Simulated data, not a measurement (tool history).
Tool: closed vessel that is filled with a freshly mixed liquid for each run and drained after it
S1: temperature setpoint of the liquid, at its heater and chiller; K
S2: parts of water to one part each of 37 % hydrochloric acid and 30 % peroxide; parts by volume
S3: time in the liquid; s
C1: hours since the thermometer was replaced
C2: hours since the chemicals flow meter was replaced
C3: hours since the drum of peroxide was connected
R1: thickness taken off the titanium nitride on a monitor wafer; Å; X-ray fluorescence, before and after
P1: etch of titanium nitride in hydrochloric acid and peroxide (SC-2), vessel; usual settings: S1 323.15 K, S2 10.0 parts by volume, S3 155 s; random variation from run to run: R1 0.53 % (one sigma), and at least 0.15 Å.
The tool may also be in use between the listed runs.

run   hour      S1    S2   S3     C1     C2     C3       R1
  1    4.1  323.15  10.0  155  542.1  428.3  648.8  42.7020
  2    9.0  323.15  17.0  155  547.0  433.2  653.7  27.0060
  3   16.3  323.15  10.0  155  554.3  440.5  661.0  42.4670
  4   20.0  323.15  10.0  290  558.0  444.2  664.7  79.8840
  5   23.9  323.15  10.0  155  561.9  448.1  668.6  42.8810
  6   31.5  323.15  10.0  155  569.5  455.7  676.2  42.3670
  7   36.6  323.15  10.0  155  574.6  460.8  681.3  42.7070
  8   44.3  330.65  10.0  155  582.3  468.5  689.0  69.4780
  9   51.5  323.15   4.0  155  589.5  475.7  696.2  85.0400
 10   56.1  323.15  10.0   30  594.1  480.3  700.8   8.0893
 11   63.7  323.15  10.0  155  601.7  487.9  708.4  42.6540
 12   70.2  308.15  10.0  155  608.2  494.4  714.9  15.2150
 13   75.5  323.15  15.5  275  613.5  499.7  720.2  52.1670
 14   80.9  323.15  10.0  155  618.9  505.1  725.6  42.9870
 15   85.1  323.15  10.0  155  623.1  509.3  729.8  42.9630
 16   91.3  323.15  10.0  155  629.3  515.5  736.0  44.2870
 17   97.2  323.15  10.0  155  635.2  521.4  741.9  45.1650
 18  101.4  323.15  10.0  155  639.4  525.6  746.1  45.7780
 19  106.7  323.15  10.0  155  644.7  530.9  751.4  46.2110
 20  112.4  323.15  10.0  155  650.4  536.6  757.1  45.9920
 21  118.2  323.15  10.0  155  656.2  542.4  762.9  46.5900
 22  123.0  323.15  10.0  155  661.0  547.2  767.7  46.8070
 23  128.8  323.15  10.0  155  666.8  553.0  773.5  46.3980
 24  133.2  323.15  10.0  155  671.2  557.4  777.9  46.6020

What P1 gives has crept away from where it was. These 2 causes fit the log equally well, each at the size given:
A: chemicals flow above the setpoint (%) = 11.1
B: liquid hotter than its thermometer reads (K) = 1.31
The creep began at about hour 85.1.
Why every other cause is out:
peroxide weaker than its label (%): at most 8, which would move R1 by -7.4 %: too little, or the wrong way

4 check runs are offered, each on 5 wafers whose results are averaged, their results left as question marks. Which one tells the causes apart?
check 1  137.6  316.65   4.0  155               ?
check 2  137.6  313.65  10.0  230               ?
check 3  137.6  323.15   7.0   75               ?
check 4  137.6  323.15  10.0  225               ?

What each check would give under each cause:
  check  result     if A     if B
check 1      R1  58.8320  60.1170
check 2      R1  36.0100  36.2060
check 3      R1  29.8870  30.0710
check 4      R1  67.6560  67.6610
How far apart the two closest causes lie, in the result that separates them most: check 1 2.16 %; check 2 0.54 %; check 3 0.61 %; check 4 0.01 %
Check 1 tells the causes apart: in the others they would give nearly the same result.

Check 1 was then run and gave: R1 60.0540 Å. Which cause is it?

It is B: liquid hotter than its thermometer reads (K).
